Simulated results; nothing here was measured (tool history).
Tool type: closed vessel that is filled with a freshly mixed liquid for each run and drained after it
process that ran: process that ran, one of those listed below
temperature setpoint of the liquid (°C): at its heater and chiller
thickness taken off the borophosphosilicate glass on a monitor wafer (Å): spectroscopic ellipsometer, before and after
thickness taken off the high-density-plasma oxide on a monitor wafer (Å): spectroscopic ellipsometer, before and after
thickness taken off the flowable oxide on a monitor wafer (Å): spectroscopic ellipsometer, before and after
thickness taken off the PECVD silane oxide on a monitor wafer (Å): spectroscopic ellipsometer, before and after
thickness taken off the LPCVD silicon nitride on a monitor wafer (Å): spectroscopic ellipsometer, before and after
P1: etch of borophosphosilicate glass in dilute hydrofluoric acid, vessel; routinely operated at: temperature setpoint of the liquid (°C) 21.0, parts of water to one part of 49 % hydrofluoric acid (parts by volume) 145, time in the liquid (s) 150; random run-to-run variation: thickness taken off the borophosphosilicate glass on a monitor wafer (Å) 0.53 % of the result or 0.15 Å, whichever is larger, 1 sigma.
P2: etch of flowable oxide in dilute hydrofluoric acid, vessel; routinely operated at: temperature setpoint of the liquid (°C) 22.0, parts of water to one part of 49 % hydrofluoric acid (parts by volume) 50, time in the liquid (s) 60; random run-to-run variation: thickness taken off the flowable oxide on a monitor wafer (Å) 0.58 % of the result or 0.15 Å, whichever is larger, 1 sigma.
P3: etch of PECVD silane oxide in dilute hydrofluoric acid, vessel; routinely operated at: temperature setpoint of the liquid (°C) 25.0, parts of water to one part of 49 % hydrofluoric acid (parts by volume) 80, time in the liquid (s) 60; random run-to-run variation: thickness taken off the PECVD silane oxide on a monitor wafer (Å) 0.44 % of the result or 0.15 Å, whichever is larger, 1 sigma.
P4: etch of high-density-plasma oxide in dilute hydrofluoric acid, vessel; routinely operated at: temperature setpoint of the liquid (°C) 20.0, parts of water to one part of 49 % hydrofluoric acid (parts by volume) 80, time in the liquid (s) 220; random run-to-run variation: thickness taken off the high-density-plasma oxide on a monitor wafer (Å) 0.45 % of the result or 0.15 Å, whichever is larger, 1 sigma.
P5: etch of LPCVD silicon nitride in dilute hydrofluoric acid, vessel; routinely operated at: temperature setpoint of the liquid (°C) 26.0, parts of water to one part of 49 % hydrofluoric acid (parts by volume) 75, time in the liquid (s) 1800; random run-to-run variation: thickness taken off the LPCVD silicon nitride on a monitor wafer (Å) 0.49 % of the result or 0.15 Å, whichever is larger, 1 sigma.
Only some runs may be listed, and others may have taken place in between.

run   hour  process that ran  temperature setpoint of the liquid (°C)  parts of water to one part of 49 % hydrofluoric acid (parts by volume)  time in the liquid (s)  thickness taken off the borophosphosilicate glass on a monitor wafer (Å)  thickness taken off the high-density-plasma oxide on a monitor wafer (Å)  thickness taken off the flowable oxide on a monitor wafer (Å)  thickness taken off the PECVD silane oxide on a monitor wafer (Å)  thickness taken off the LPCVD silicon nitride on a monitor wafer (Å)
  1   10.0                P1                                     21.0                                                                     145                     150                                                                   272.410
  2   17.9                P1                                     21.0                                                                     145                      30                                                                    54.646
  3   26.2                P1                                     21.0                                                                     225                     150                                                                   161.960
  4   35.8                P1                                     21.0                                                                      30                     150                                                                  1514.600
  5   42.3                P1                                     21.0                                                                     145                     150                                                                   273.490
  6   52.0                P4                                     20.0                                                                      80                     405                                                                                                                                             266.450
  7   57.0                P2                                     22.0                                                                      50                      30                                                                                                                                                                                                             306.58
  8   65.4                P3                                     25.0                                                                      80                      30                                                                                                                                                                                                                                                                                103.57
  9   70.2                P5                                     26.0                                                                      20                    1800                                                                                                                                                                                                                                                                                                                                                     469.720
      71.8  -- hydrofluoric acid flow meter replaced
 10   75.1                P3                                     25.0                                                                      80                      60                                                                                                                                                                                                                                                                                210.14
 11   81.5                P1                                     21.0                                                                     205                     290                                                                   351.120
 12   89.8                P4                                     20.0                                                                     120                     220                                                                                                                                              93.229
 13   96.5                P2                                     22.0                                                                      90                      60                                                                                                                                                                                                             327.07
 14  101.6                P3                                     18.5                                                                      80                      60                                                                                                                                                                                                                                                                                159.14
 15  109.6                P1                                     21.0                                                                     145                     240                                                                   435.390
 16  115.3                P4                                     26.0                                                                      80                     220                                                                                                                                             186.350
 17  125.6                P1                                     17.0                                                                     145                     220                                                                   339.740
 18  132.5                P1                                     21.0                                                                     145                     150                                                                   273.830
 19  140.7                P1                                     21.0                                                                     145                     150                                                                   274.280
 20  146.1                P5                                     21.0                                                                      75                    1800                                                                                                                                                                                                                                                                                                                                                      93.069
 21  154.2                P1                                     21.0                                                                     195                      65                                                                    83.290
 22  160.5                P3                                     25.0                                                                      80                      60                                                                                                                                                                                                                                                                                209.39
 23  169.0                P3                                     25.0                                                                     140                      60                                                                                                                                                                                                                                                                                110.70
 24  177.5                P2                                     22.0                                                                      50                      60                                                                                                                                                                                                             618.57
 25  187.8                P2                                     29.0                                                                      50                      60                                                                                                                                                                                                             814.98
 26  192.7                P4                                     20.0                                                                      80                     220                                                                                                                                             144.980
 27  198.6                P1                                     21.0                                                                     145                     150                                                                   274.290
 28  207.3                P5                                     26.0                                                                      75                    1800                                                                                                                                                                                                                                                                                                                                                     129.780
 29  213.9                P1                                     17.0                                                                     145                     150                                                                   234.610
 30  220.7                P1                                     21.0                                                                     145                     150                                                                   272.130
 31  231.2                P5                                     26.0                                                                      75                    2800                                                                                                                                                                                                                                                                                                                                                     200.530
 32  237.3                P1                                     28.5                                                                     145                     150                                                                   362.860
 33  246.2                P1                                     21.0                                                                     145                     150                                                                   273.580
 34  251.9                P1                                     21.0                                                                     145                     150                                                                   278.920
 35  259.4                P1                                     21.0                                                                     145                     150                                                                   279.730
 36  269.4                P1                                     21.0                                                                     145                     150                                                                   283.780
 37  275.7                P1                                     21.0                                                                     145                     150                                                                   287.650
 38  280.7                P1                                     21.0                                                                     145                     150                                                                   288.680
 39  289.3                P1                                     21.0                                                                     145                     150                                                                   288.910
 40  294.2                P1                                     21.0                                                                     145                     150                                                                   290.060
 41  301.7                P1                                     21.0                                                                     145                     150                                                                   291.350
 42  311.8                P1                                     21.0                                                                     145                     150                                                                   289.780
 43  318.2                P1                                     21.0                                                                     145                     150                                                                   290.620

The log shows P1 creeping away from where it was. Any of the 2 causes listed here, at the size stated for it, fits the log just as well as the others:
A: hydrofluoric acid flow above the setpoint (%) = 5.24
B: liquid hotter than its thermometer reads (K) = 1.51
The onset of the drift is placed at about hour 246.2.

The check runs listed below each take one wafer, and their results are still question marks. Under which run would the listed causes lead to clearly different results?
check 1  324.6                P2                                     22.0                                                                      90                      40                                                                                                                                                                                                                  ?
check 2  324.6                P5                                     26.0                                                                      25                    1800                                                                                                                                                                                                                                                                                                                                                           ?
check 3  324.6                P4                                     26.0                                                                     120                     220                                                                                                                                                   ?
check 4  324.6                P3                                     25.0                                                                     110                      30                                                                                                                                                                                                                                                                                     ?

If the cause were each of the candidates in turn, the checks would give the following:
  check                                                                    result     if A     if B
check 1             thickness taken off the flowable oxide on a monitor wafer (Å)   229.86   230.90
check 2      thickness taken off the LPCVD silicon nitride on a monitor wafer (Å)  399.130  420.540
check 3  thickness taken off the high-density-plasma oxide on a monitor wafer (Å)  124.500  124.370
check 4         thickness taken off the PECVD silane oxide on a monitor wafer (Å)   77.396   77.435
Minimum pairwise separation of causes per check, each pair taken at its best-separating result: check 1 0.45 %; check 2 5.23 %; check 3 0.11 %; check 4 0.05 %
The causes can be told apart only by check 2. The other checks would give nearly the same results under each of them.

Then check 2 was run and gave: thickness taken off the LPCVD silicon nitride on a monitor wafer (Å) 397.570. Which cause is it?

The correct cause is A, namely: hydrofluoric acid flow above the setpoint (%).

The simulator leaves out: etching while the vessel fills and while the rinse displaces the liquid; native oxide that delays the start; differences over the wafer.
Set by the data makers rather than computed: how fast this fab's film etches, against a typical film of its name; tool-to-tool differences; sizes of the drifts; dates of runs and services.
